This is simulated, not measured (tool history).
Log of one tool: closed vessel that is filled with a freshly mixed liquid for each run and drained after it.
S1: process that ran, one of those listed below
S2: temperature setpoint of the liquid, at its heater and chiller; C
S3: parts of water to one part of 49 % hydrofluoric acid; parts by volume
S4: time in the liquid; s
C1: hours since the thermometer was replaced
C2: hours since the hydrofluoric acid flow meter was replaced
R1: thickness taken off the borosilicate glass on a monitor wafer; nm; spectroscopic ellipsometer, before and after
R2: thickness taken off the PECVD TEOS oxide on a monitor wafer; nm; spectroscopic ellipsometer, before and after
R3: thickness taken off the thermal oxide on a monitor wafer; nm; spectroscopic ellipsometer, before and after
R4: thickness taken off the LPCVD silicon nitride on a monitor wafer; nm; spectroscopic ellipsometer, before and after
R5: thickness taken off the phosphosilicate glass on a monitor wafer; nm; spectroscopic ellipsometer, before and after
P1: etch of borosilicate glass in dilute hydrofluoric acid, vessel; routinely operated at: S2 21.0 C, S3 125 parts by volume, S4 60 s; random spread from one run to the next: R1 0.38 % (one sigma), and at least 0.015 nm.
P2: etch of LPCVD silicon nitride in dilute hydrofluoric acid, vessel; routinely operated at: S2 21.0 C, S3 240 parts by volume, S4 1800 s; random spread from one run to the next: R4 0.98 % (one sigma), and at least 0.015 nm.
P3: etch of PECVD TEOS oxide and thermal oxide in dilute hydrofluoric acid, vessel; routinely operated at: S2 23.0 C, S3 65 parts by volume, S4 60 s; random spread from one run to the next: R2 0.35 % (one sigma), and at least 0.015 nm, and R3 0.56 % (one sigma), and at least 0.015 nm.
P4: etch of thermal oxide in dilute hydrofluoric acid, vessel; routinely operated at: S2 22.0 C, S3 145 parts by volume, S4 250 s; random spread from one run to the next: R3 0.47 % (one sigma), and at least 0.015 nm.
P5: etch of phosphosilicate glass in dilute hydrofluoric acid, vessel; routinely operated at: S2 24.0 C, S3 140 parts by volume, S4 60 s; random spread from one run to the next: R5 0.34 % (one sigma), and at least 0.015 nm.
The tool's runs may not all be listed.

run   hour  S1    S2   S3    S4      C1     C2       R1       R2        R3      R4       R5
  1   10.9  P1  21.0  125    60  2039.4  337.7  16.0000
  2   18.7  P3  23.0  100    60  2047.2  345.5            7.0930   2.68200
  3   28.9  P3  18.0   65    60  2057.4  355.7            9.1331   3.52640
  4   41.4  P2  17.0  240  1800  2069.9  368.2                              2.0780
  5   48.5  P5  24.0  140    60  2077.0  375.3                                       59.914
  6   57.0  P1  21.0  125    60  2085.5  383.8  15.8990
  7   71.1  P4  22.0  145    30  2099.6  397.9                     0.81296
  8   81.8  P1  21.0  125    90  2110.3  408.6  23.9740
  9   90.4  P4  26.5  145   250  2118.9  417.2                     8.29640
 10  105.4  P5  24.0  245    60  2133.9  432.2                                       30.412
 11  118.6  P1  21.0  125    60  2147.1  445.4  15.9640
 12  132.8  P3  23.0   65    30  2161.3  459.6            5.6540   2.18330
 13  141.4  P1  21.0   50    60  2169.9  468.2  43.5790
 14  150.7  P1  21.0  125    30  2179.2  477.5   7.9961
 15  158.1  P4  22.0  145   250  2186.6  484.9                     7.00870
 16  165.8  P3  23.0   65    60  2194.3  492.6           11.3140   4.35280
 17  180.8  P2  21.0  145  1800  2209.3  507.6                              4.4731
 18  195.3  P1  21.0  125    60  2223.8  522.1  15.9050
 19  203.3  P1  25.0  180    60  2231.8  530.1  12.1810
 20  216.2  P1  21.0  225    60  2244.7  543.0   7.9978
 21  224.3  P5  24.0  140    60  2252.8  551.1                                       59.904
 22  239.2  P4  22.0   30   250  2267.7  566.0                    38.76200
 23  247.9  P1  26.5  125    60  2276.4  574.7  19.7550
 24  262.4  P5  17.0  140    60  2290.9  589.2                                       45.292
 25  277.1  P2  21.0  240  1800  2305.6  603.9                              2.7805
 26  285.9  P1  21.0  125    60  2314.4  612.7  15.9420
 27  297.5  P1  17.5  125    60  2326.0  624.3  13.8410
 28  307.5  P1  21.0  125    60  2336.0  634.3  15.8580
 29  321.7  P1  21.0  125    60  2350.2  648.5  16.1460
 30  337.2  P5  24.0  140   115  2365.7  664.0                                      114.030
 31  351.6  P2  21.0  240  3215  2380.1  678.4                              4.8850
 32  364.2  P1  21.0  125    60  2392.7  691.0  15.9840
 33  376.9  P1  21.0  125    60  2405.4  703.7  15.6990
 34  387.4  P1  21.0  125    60  2415.9  714.2  15.4110
 35  399.2  P1  21.0  125    60  2427.7  726.0  15.3610
 36  414.3  P1  21.0  125    60  2442.8  741.1  15.1640
 37  426.5  P1  21.0  125    60  2455.0  753.3  15.1600
 38  441.1  P1  21.0  125    60  2469.6  767.9  15.3090
 39  455.3  P1  21.0  125    60  2483.8  782.1  15.2250
 40  464.4  P1  21.0  125    60  2492.9  791.2  15.1130
 41  479.6  P1  21.0  125    60  2508.1  806.4  15.1300

What P1 gives has crept away from where it was. These 2 causes fit the log equally well, each at the size given:
A: hydrofluoric acid flow below the setpoint (%) = 4.79
B: liquid colder than its thermometer reads (K) = 1.39
Creep in the process output first set in at about hour 364.2.

You are offered 4 check runs, listed below with question marks in place of their results; each one averages 5 wafers. Which run separates the listed causes by giving clearly different results for each?
check 1  494.8  P2  21.0  240  1800                       ?
check 2  494.8  P3  23.0   65    60               ?   ?
check 3  494.8  P5  24.0  140    60                           ?
check 4  494.8  P4  22.0  145   250                   ?

Outcome of each check run for each possible cause:
  check  result     if A     if B
check 1      R4   2.6290   2.5211
check 2      R2  10.7170  10.6730
check 2      R3  4.11940  4.10250
check 3      R5   56.391   56.577
check 4      R3  6.61140  6.62630
Minimum pairwise separation of causes per check, each pair taken at its best-separating result: check 1 4.19 %; check 2 0.41 %; check 3 0.33 %; check 4 0.22 %
Only in check 1 would the causes give clearly different results; in the remaining checks their results would be nearly the same.

The results of check 1 are: R4 2.6197 nm. Based on these, which of the listed causes is it?

Of the candidate causes, it is A: hydrofluoric acid flow below the setpoint (%).

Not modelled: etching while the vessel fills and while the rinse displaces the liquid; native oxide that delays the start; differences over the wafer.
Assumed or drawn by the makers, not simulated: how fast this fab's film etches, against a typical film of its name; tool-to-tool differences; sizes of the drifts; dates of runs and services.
